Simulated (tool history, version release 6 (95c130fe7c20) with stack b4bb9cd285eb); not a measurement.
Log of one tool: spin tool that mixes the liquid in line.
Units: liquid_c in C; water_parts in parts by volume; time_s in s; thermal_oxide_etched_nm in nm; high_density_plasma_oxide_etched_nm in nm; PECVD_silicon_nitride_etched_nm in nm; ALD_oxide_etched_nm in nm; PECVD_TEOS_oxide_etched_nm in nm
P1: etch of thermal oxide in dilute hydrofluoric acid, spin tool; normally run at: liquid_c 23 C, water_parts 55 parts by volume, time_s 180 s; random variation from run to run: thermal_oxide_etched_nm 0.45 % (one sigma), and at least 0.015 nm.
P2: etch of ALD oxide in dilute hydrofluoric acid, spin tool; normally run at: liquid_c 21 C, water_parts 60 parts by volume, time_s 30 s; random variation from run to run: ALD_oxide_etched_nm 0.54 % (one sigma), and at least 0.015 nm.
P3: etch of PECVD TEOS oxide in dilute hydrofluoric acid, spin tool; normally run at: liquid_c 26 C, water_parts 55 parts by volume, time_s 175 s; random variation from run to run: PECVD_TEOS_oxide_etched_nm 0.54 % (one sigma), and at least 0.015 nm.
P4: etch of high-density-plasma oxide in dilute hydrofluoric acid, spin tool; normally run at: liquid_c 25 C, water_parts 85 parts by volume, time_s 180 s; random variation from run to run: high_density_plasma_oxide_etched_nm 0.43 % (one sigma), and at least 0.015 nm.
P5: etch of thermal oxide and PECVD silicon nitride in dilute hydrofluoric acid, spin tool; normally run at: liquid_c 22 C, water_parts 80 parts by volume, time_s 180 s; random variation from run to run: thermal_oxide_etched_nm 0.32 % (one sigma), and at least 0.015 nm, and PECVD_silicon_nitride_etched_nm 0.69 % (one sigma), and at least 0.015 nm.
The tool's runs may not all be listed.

run,hour,process,liquid_c,water_parts,time_s,hours since the thermometer was replaced,hours since the hydrofluoric acid flow meter was replaced,thermal_oxide_etched_nm,high_density_plasma_oxide_etched_nm,PECVD_silicon_nitride_etched_nm,ALD_oxide_etched_nm,PECVD_TEOS_oxide_etched_nm
1,11.2,P1,23,55,180,1676.5,423.4,14.825,,,,
2,21,P4,25,85,180,1686.3,433.2,,11.164,,,
3,28.8,P5,22,80,65,1694.1,441,3.7333,,1.4714,,
4,36.8,P4,19.5,85,180,1702.1,449,,8.9064,,,
5,44.6,P1,23,55,15,1709.9,456.8,1.2403,,,,
6,57.8,P1,28,30,180,1723.1,470,34.581,,,,
7,72.2,P5,22,20,180,1737.5,484.4,44.413,,15.375,,
8,80.6,P2,21,60,30,1745.9,492.8,,,,11.925,
9,95,P2,21,60,30,1760.3,507.2,,,,11.748,
10,106.2,P4,25,55,180,1771.5,518.4,,18.017,,,
11,113.4,P1,23,105,180,1778.7,525.6,7.3685,,,,
12,125.6,P4,25,85,180,1790.9,537.8,,11.223,,,
13,136.1,P5,22,80,180,1801.4,548.3,10.328,,4.001,,
14,146.8,P3,26,55,175,1812.1,559,,,,,46.615
15,154.7,P5,22,80,180,1820,566.9,10.329,,4.0237,,
16,163.8,P1,30.5,55,180,1829.1,576,20.093,,,,
17,176.1,P3,32,55,175,1841.4,588.3,,,,,57.908
18,187.2,P1,23,55,260,1852.5,599.4,21.516,,,,
19,200.4,P2,26,60,30,1865.7,612.6,,,,14.57,
20,212,P1,23,80,35,1877.3,624.2,1.9566,,,,
21,218.1,P1,27.5,55,320,1883.4,630.3,31.697,,,,
22,227.6,P1,23,20,180,1892.9,639.8,43.016,,,,
23,241.1,P2,21,20,30,1906.4,653.3,,,,37.108,
24,248.6,P5,17,80,180,1913.9,660.8,8.3743,,2.886,,
25,259.3,P1,23,55,180,1924.6,671.5,14.906,,,,
26,265.7,P3,26,20,175,1931,677.9,,,,,133.97
27,274.4,P3,26,55,70,1939.7,686.6,,,,,18.606
28,285.3,P1,23,55,180,1950.6,697.5,14.88,,,,
29,297.6,P1,23,55,180,1962.9,709.8,14.802,,,,
30,311.3,P2,21,60,15,1976.6,723.5,,,,5.9293,
31,317.7,P1,23,55,180,1983,729.9,14.848,,,,
32,328,P1,17.5,55,180,1993.3,740.2,11.869,,,,
33,340.6,P4,25,85,100,2005.9,752.8,,6.2728,,,
34,352.8,P1,23,55,180,2018.1,765,14.926,,,,
35,366.8,P1,23,55,180,2032.1,779,14.129,,,,
36,377.5,P1,23,55,180,2042.8,789.7,13.739,,,,
37,390.7,P1,23,55,180,2056,802.9,13.707,,,,
38,400.5,P1,23,55,180,2065.8,812.7,13.724,,,,
39,408.1,P1,23,55,180,2073.4,820.3,13.676,,,,
40,415.1,P1,23,55,180,2080.4,827.3,13.64,,,,

What P1 gives has crept away from where it was. These 2 causes fit the log equally well, each at the size given:
A: hydrofluoric acid flow below the setpoint (%) = 7.91
B: liquid colder than its thermometer reads (K) = 2.13
The creep began at about hour 352.8.

4 check runs are offered, one wafer each, their results left as question marks. Which one tells the causes apart?
check 1,422.1,P5,22,80,180,,,?,,?,,
check 2,422.1,P2,21,60,30,,,,,,?,
check 3,422.1,P4,25,85,180,,,,?,,,
check 4,422.1,P3,26,55,175,,,,,,,?

What each check would give under each cause:
check,result,if A,if B
check 1,thermal_oxide_etched_nm,9.4456,9.4712
check 1,PECVD_silicon_nitride_etched_nm,3.7053,3.4746
check 2,ALD_oxide_etched_nm,10.845,10.83
check 3,high_density_plasma_oxide_etched_nm,10.235,10.3
check 4,PECVD_TEOS_oxide_etched_nm,42.283,42.375
How far apart the two closest causes lie, in the result that separates them most: check 1 6.43 %; check 2 0.13 %; check 3 0.64 %; check 4 0.22 %
Only check 1 tells the causes apart: in the others they would give nearly the same result.

Then check 1 was run and gave: thermal_oxide_etched_nm 9.4013 nm; PECVD_silicon_nitride_etched_nm 3.7319 nm. Which cause is it?

It is A: hydrofluoric acid flow below the setpoint (%).
